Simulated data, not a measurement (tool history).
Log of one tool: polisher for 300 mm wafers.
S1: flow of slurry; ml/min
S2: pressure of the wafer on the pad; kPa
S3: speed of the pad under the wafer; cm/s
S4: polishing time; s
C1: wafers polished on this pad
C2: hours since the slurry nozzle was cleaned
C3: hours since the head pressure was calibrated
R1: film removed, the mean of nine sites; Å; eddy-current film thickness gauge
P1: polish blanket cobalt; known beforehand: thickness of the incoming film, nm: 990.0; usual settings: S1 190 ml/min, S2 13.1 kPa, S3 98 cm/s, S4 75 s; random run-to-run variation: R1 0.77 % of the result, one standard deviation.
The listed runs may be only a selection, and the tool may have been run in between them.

run 1 hour=7.4 | S1=190 S2=13.1 S3=98 S4=75 | C1=683 C2=127.1 C3=506.4 | R1=3126.6
run 2 hour=11.1 | S1=295 S2=13.1 S3=98 S4=75 | C1=725 C2=130.8 C3=510.1 | R1=3293.2
run 3 hour=17.5 | S1=190 S2=13.1 S3=98 S4=75 | C1=797 C2=137.2 C3=516.5 | R1=3104.4
run 4 hour=25.2 | S1=190 S2=13.1 S3=44 S4=75 | C1=883 C2=144.9 C3=524.2 | R1=1415.5
run 5 hour=29.1 | S1=190 S2=13.1 S3=150 S4=75 | C1=927 C2=148.8 C3=528.1 | R1=4753.1
run 6 hour=35.1 | S1=190 S2=13.1 S3=98 S4=97 | C1=994 C2=154.8 C3=534.1 | R1=4039.4
run 7 hour=38.7 | S1=190 S2=13.1 S3=98 S4=75 | C1=1035 C2=158.4 C3=537.7 | R1=3100.3
run 8 hour=44.3 | S1=190 S2=17.9 S3=98 S4=75 | C1=1097 C2=164 C3=543.3 | R1=4278.1
run 9 hour=48.5 | S1=190 S2=13.1 S3=98 S4=75 | C1=1144 C2=168.2 C3=547.5 | R1=3087.8
run 10 hour=52.6 | S1=125 S2=13.1 S3=50 S4=75 | C1=1190 C2=172.3 C3=551.6 | R1=1491.2
run 11 hour=56 | S1=190 S2=6.2 S3=98 S4=75 | C1=1229 C2=175.7 C3=555 | R1=1472.1
run 12 hour=63.4 | S1=190 S2=13.1 S3=98 S4=52 | C1=1312 C2=183.1 C3=562.4 | R1=2158.9
run 13 hour=67.9 | S1=115 S2=13.1 S3=98 S4=75 | C1=1362 C2=187.6 C3=566.9 | R1=2846
run 14 hour=73.6 | S1=190 S2=13.1 S3=98 S4=75 | C1=1426 C2=193.3 C3=572.6 | R1=3125.8
run 15 hour=77 | S1=190 S2=13.1 S3=98 S4=75 | C1=1464 C2=196.7 C3=576 | R1=3156.1

What will run 16 give?
run 16 hour=84.8 | S1=190 S2=13.1 S3=98 S4=75 | C1=1552 C2=204.5 C3=583.8 | R1=?

R1: 3168.7 Å

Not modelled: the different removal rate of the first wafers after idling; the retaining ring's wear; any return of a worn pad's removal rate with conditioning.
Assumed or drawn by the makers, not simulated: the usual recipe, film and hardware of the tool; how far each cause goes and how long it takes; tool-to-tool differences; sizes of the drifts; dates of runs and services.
